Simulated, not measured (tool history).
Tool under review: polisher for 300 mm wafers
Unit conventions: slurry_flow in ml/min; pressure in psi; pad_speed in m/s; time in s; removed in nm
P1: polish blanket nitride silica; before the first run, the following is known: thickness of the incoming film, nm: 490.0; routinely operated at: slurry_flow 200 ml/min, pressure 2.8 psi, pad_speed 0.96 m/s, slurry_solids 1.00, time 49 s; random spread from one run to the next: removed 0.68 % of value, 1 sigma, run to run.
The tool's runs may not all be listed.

run	hour	slurry_flow	pressure	pad_speed	slurry_solids	time	wafers polished on this pad	hours since the slurry nozzle was cleaned	hours since the head pressure was calibrated	hours since the slurry blender was calibrated	hours since the conditioning disc was replaced	removed
1	8.1	200	2.8	0.96	1.00	49	407	82.6	389.2	99.8	74.7	22.304
2	18.7	200	2.8	0.44	1.00	49	561	93.2	399.8	110.4	85.3	11.997
3	26.7	200	2.8	0.68	1.00	36	677	101.2	407.8	118.4	93.3	12.430
4	36.2	200	2.8	0.96	1.00	49	815	110.7	417.3	127.9	102.8	22.542
5	47.6	310	2.8	0.96	1.00	49	980	122.1	428.7	139.3	114.2	23.511
6	57.2	120	2.8	0.96	1.00	49	1120	131.7	438.3	148.9	123.8	20.515
7	70.6	200	1.5	0.96	1.00	49	1314	145.1	451.7	162.3	137.2	12.040
8	78.5	200	2.8	0.96	1.00	49	1429	153.0	459.6	170.2	145.1	22.421
9	91.1	200	4.0	0.96	1.00	49	1612	165.6	472.2	182.8	157.7	32.459
10	104.0	200	2.8	0.96	1.00	49	1799	178.5	485.1	195.7	170.6	22.305
11	113.0	200	2.8	0.96	1.00	61	1930	187.5	494.1	204.7	179.6	27.912
12	122.4	200	2.8	0.96	0.55	49	2066	196.9	503.5	214.1	189.0	16.252
13	135.3	200	2.8	1.52	1.00	49	2253	209.8	516.4	227.0	201.9	32.196
14	148.9	200	2.8	0.96	1.20	49	2451	223.4	530.0	240.6	215.5	24.090
15	163.2	200	2.8	0.96	1.00	29	2658	237.7	544.3	254.9	229.8	13.427
16	171.2	200	2.8	0.96	1.00	49	2775	245.7	552.3	262.9	237.8	22.363
17	179.7	200	2.8	0.96	1.00	49	2898	254.2	560.8	271.4	246.3	21.237
18	191.3	200	2.8	0.96	1.00	49	3066	265.8	572.4	283.0	257.9	20.729
19	198.7	200	2.8	0.96	1.00	49	3174	273.2	579.8	290.4	265.3	20.303
20	210.8	200	2.8	0.96	1.00	49	3350	285.3	591.9	302.5	277.4	20.176
# hour 215.6: slurry nozzle cleaned
# hour 216.1: head pressure recalibrated
# hour 221.2: conditioning disc replaced and pad reconditioned
21	223.0	200	2.8	0.96	1.00	49	3527	7.4	6.9	314.7	1.9	20.069
22	234.7	200	2.8	0.96	1.00	49	3696	19.1	18.6	326.4	13.6	19.912
23	248.0	200	2.8	0.96	1.00	49	3890	32.4	31.9	339.7	26.9	19.749

P1 has crept away from where it was. The log is fitted equally well by each of these 2 causes, at the sizes shown:
A: abrasive missing from the slurry, % = 22.5
B: removal rate lost through wear of the pad, % = 11.7
The gradual shift began around hour 171.2.
Each remaining cause and why it is not a fit:
slurry flow missing at the pad, %: maintenance at hour 215.6, after the shift began, did not return the process to its former output
head's pressure below its setpoint, %: maintenance at hour 216.1, after the shift began, did not return the process to its former output
time polished since the conditioner stopped cutting, s: maintenance at hour 221.2, after the shift began, did not return the process to its former output

The list below offers 4 check runs, each averaging the results of 3 wafers, and shows each result as a question mark. For which of them would the listed causes give clearly different results?
check 1	261.3	200	1.6	0.50	1.00	49						?
check 2	261.3	200	2.1	0.96	1.00	31						?
check 3	261.3	125	2.8	0.96	0.60	49						?
check 4	261.3	120	2.8	0.48	1.00	49						?

Outcome of each check run for each possible cause:
check	result	if A	if B
check 1	removed	6.7086	6.7054
check 2	removed	9.3872	9.3828
check 3	removed	13.6100	14.0470
check 4	removed	10.4290	10.4240
Per-check spread between the two closest causes, in the result where they differ most: check 1 0.05 %; check 2 0.05 %; check 3 3.15 %; check 4 0.05 %
Check 3 distinguishes between the causes, while the remaining checks would return nearly the same result for all of them.

The results of check 3 are: removed 13.6020 nm. Based on these, which of the listed causes is it?

It is A: abrasive missing from the slurry, %.

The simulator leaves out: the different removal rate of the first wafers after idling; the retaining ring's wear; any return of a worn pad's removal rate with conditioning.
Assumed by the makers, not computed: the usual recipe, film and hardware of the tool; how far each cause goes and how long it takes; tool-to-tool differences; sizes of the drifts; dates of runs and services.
